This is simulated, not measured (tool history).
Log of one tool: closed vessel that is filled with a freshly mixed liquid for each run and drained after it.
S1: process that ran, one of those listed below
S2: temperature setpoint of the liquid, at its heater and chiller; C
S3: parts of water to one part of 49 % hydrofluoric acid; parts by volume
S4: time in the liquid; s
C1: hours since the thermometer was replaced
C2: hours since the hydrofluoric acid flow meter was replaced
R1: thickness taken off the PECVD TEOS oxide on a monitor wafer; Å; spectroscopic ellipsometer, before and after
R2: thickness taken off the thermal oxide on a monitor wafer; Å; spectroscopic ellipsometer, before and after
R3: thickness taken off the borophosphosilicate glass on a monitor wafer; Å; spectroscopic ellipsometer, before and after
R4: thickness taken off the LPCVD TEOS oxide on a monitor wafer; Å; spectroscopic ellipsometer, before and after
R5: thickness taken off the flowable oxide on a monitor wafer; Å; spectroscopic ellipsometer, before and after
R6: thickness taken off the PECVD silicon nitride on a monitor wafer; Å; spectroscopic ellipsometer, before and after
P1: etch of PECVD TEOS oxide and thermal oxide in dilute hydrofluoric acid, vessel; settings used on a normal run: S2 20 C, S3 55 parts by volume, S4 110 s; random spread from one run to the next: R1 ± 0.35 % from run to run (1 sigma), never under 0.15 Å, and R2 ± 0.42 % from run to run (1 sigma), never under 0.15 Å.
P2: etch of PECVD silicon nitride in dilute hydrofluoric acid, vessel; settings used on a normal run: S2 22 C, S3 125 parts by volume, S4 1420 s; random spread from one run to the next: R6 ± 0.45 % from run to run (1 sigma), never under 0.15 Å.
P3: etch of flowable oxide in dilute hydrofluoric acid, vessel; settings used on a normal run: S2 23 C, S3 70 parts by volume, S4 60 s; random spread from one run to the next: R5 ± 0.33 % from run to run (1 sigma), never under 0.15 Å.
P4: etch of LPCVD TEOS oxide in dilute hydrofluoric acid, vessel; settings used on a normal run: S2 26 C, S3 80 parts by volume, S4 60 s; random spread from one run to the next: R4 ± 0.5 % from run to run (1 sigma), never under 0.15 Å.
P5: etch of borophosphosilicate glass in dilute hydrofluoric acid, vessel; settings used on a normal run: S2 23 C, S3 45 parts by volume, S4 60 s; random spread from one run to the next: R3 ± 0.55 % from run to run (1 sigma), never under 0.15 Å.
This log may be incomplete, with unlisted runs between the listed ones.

Run 1, day 0.225: S1 P1, S2 20 C, S3 55 parts by volume, S4 110 s; C1 310.1; C2 193.4. Result: R1 366.75 Å, R2 79.895 Å.
Run 2, day 0.467: S1 P1, S2 20 C, S3 55 parts by volume, S4 185 s; C1 315.9; C2 199.2. Result: R1 621.37 Å, R2 134.46 Å.
Run 3, day 0.625: S1 P5, S2 23 C, S3 45 parts by volume, S4 60 s; C1 319.7; C2 203. Result: R3 677.25 Å.
Run 4, day 0.912: S1 P4, S2 26 C, S3 80 parts by volume, S4 60 s; C1 326.6; C2 209.9. Result: R4 307.46 Å.
Run 5, day 1.188: S1 P1, S2 17 C, S3 55 parts by volume, S4 110 s; C1 333.2; C2 216.5. Result: R1 323.82 Å, R2 70.24 Å.
Run 6, day 1.408: S1 P3, S2 23 C, S3 70 parts by volume, S4 60 s; C1 338.5; C2 221.8. Result: R5 215.63 Å.
Run 7, day 1.654: S1 P1, S2 27 C, S3 55 parts by volume, S4 110 s; C1 344.4; C2 227.7. Result: R1 490.32 Å, R2 107.95 Å.
Run 8, day 1.862: S1 P4, S2 26 C, S3 80 parts by volume, S4 60 s; C1 349.4; C2 232.7. Result: R4 305.63 Å.
Run 9, day 2.125: S1 P1, S2 20 C, S3 100 parts by volume, S4 110 s; C1 355.7; C2 239. Result: R1 192.22 Å, R2 41.771 Å.
Run 10, day 2.333: S1 P3, S2 23 C, S3 70 parts by volume, S4 60 s; C1 360.7; C2 244. Result: R5 216.38 Å.
Run 11, day 2.621: S1 P1, S2 20 C, S3 95 parts by volume, S4 185 s; C1 367.6; C2 250.9. Result: R1 340.5 Å, R2 74.746 Å.
Run 12, day 2.904: S1 P1, S2 20 C, S3 55 parts by volume, S4 110 s; C1 374.4; C2 257.7. Result: R1 366.83 Å, R2 79.723 Å.
Run 13, day 3.146: S1 P5, S2 23 C, S3 45 parts by volume, S4 30 s; C1 380.2; C2 263.5. Result: R3 341.54 Å.
At day 3.171: hydrofluoric acid flow meter replaced.
Run 14, day 3.296: S1 P1, S2 20 C, S3 55 parts by volume, S4 110 s; C1 383.8; C2 3. Result: R1 367.58 Å, R2 79.978 Å.
Run 15, day 3.458: S1 P3, S2 17 C, S3 70 parts by volume, S4 60 s; C1 387.7; C2 6.9. Result: R5 167.6 Å.
Run 16, day 3.667: S1 P2, S2 22 C, S3 65 parts by volume, S4 1420 s; C1 392.7; C2 11.9. Result: R6 771.14 Å.
Run 17, day 3.9: S1 P3, S2 23 C, S3 70 parts by volume, S4 30 s; C1 398.3; C2 17.5. Result: R5 107.5 Å.
Run 18, day 4.142: S1 P1, S2 20 C, S3 25 parts by volume, S4 30 s; C1 404.1; C2 23.3. Result: R1 229 Å, R2 49.865 Å.
Run 19, day 4.338: S1 P1, S2 20 C, S3 55 parts by volume, S4 110 s; C1 408.8; C2 28. Result: R1 368.5 Å, R2 80.215 Å.
Run 20, day 4.642: S1 P2, S2 22 C, S3 125 parts by volume, S4 1420 s; C1 416.1; C2 35.3. Result: R6 404.49 Å.
Run 21, day 4.85: S1 P3, S2 23 C, S3 115 parts by volume, S4 60 s; C1 421.1; C2 40.3. Result: R5 124.62 Å.
Run 22, day 5.175: S1 P4, S2 26 C, S3 80 parts by volume, S4 90 s; C1 428.9; C2 48.1. Result: R4 458.35 Å.
Run 23, day 5.367: S1 P2, S2 22 C, S3 125 parts by volume, S4 2825 s; C1 433.5; C2 52.7. Result: R6 806.66 Å.
Run 24, day 5.575: S1 P1, S2 20 C, S3 20 parts by volume, S4 110 s; C1 438.5; C2 57.7. Result: R1 1060.6 Å, R2 231.17 Å.
Run 25, day 5.888: S1 P1, S2 20 C, S3 55 parts by volume, S4 60 s; C1 446; C2 65.2. Result: R1 201.54 Å, R2 43.54 Å.
Run 26, day 6.067: S1 P5, S2 23 C, S3 45 parts by volume, S4 60 s; C1 450.3; C2 69.5. Result: R3 682.75 Å.
Run 27, day 6.375: S1 P4, S2 26 C, S3 35 parts by volume, S4 60 s; C1 457.7; C2 76.9. Result: R4 739.99 Å.
Run 28, day 6.671: S1 P5, S2 17 C, S3 45 parts by volume, S4 60 s; C1 464.8; C2 84. Result: R3 524.24 Å.
Run 29, day 6.888: S1 P1, S2 20 C, S3 55 parts by volume, S4 110 s; C1 470; C2 89.2. Result: R1 369.79 Å, R2 79.801 Å.
Run 30, day 7.054: S1 P1, S2 20 C, S3 20 parts by volume, S4 190 s; C1 474; C2 93.2. Result: R1 1821.6 Å, R2 397.19 Å.
Run 31, day 7.254: S1 P1, S2 20 C, S3 55 parts by volume, S4 110 s; C1 478.8; C2 98. Result: R1 369.6 Å, R2 79.704 Å.
Run 32, day 7.438: S1 P4, S2 30.5 C, S3 80 parts by volume, S4 60 s; C1 483.2; C2 102.4. Result: R4 362.34 Å.
Run 33, day 7.742: S1 P1, S2 20 C, S3 55 parts by volume, S4 110 s; C1 490.5; C2 109.7. Result: R1 367.93 Å, R2 80.205 Å.
Run 34, day 8.054: S1 P5, S2 23 C, S3 20 parts by volume, S4 60 s; C1 498; C2 117.2. Result: R3 1582.6 Å.
Run 35, day 8.342: S1 P2, S2 17 C, S3 125 parts by volume, S4 1420 s; C1 504.9; C2 124.1. Result: R6 289.37 Å.
Run 36, day 8.671: S1 P1, S2 20 C, S3 55 parts by volume, S4 110 s; C1 512.8; C2 132. Result: R1 366.96 Å, R2 80.163 Å.
Run 37, day 8.988: S1 P1, S2 20 C, S3 55 parts by volume, S4 110 s; C1 520.4; C2 139.6. Result: R1 358.16 Å, R2 77.81 Å.
Run 38, day 9.175: S1 P1, S2 20 C, S3 55 parts by volume, S4 110 s; C1 524.9; C2 144.1. Result: R1 354.07 Å, R2 76.813 Å.
Run 39, day 9.492: S1 P1, S2 20 C, S3 55 parts by volume, S4 110 s; C1 532.5; C2 151.7. Result: R1 349.99 Å, R2 76.519 Å.
Run 40, day 9.775: S1 P1, S2 20 C, S3 55 parts by volume, S4 110 s; C1 539.3; C2 158.5. Result: R1 348.94 Å, R2 75.365 Å.
Run 41, day 10.046: S1 P1, S2 20 C, S3 55 parts by volume, S4 110 s; C1 545.8; C2 165. Result: R1 344.55 Å, R2 75.125 Å.
Run 42, day 10.192: S1 P1, S2 20 C, S3 55 parts by volume, S4 110 s; C1 549.3; C2 168.5. Result: R1 344.55 Å, R2 75.117 Å.
Run 43, day 10.504: S1 P1, S2 20 C, S3 55 parts by volume, S4 110 s; C1 556.8; C2 176. Result: R1 344.37 Å, R2 74.374 Å.
Run 44, day 10.817: S1 P1, S2 20 C, S3 55 parts by volume, S4 110 s; C1 564.3; C2 183.5. Result: R1 345.35 Å, R2 74.979 Å.

P1 has crept away from where it was. The log is fitted equally well by each of these 2 causes, at the sizes shown:
A: hydrofluoric acid flow below the setpoint (%) = 5.98
B: liquid colder than its thermometer reads (K) = 1.55
At approximately day 8.671, the process output began to creep.

Question marks stand in for the results of the 4 check runs listed below, each run on one wafer. Under which run would the listed causes show clearly different results?
Run check 1, day 11.129: S1 P4, S2 30 C, S3 55 parts by volume, S4 60 s. Result: R4 ?.
Run check 2, day 11.129: S1 P3, S2 23 C, S3 110 parts by volume, S4 30 s. Result: R5 ?.
Run check 3, day 11.129: S1 P2, S2 17 C, S3 125 parts by volume, S4 1420 s. Result: R6 ?.
Run check 4, day 11.129: S1 P5, S2 17.5 C, S3 45 parts by volume, S4 30 s. Result: R3 ?.

Outcome of each check run for each possible cause:
  check  result    if A    if B
check 1      R4  505.65  508.75
check 2      R5  61.073   61.56
check 3      R6  272.07  259.23
check 4      R3  250.85  250.12
Per-check spread between the two closest causes, in the result where they differ most: check 1 0.61 %; check 2 0.79 %; check 3 4.83 %; check 4 0.29 %
Check 3 tells the causes apart: in the others they would give nearly the same result.

Then check 3 was run and gave: R6 260.53 Å. Which cause is it?

The cause is B: liquid colder than its thermometer reads (K).
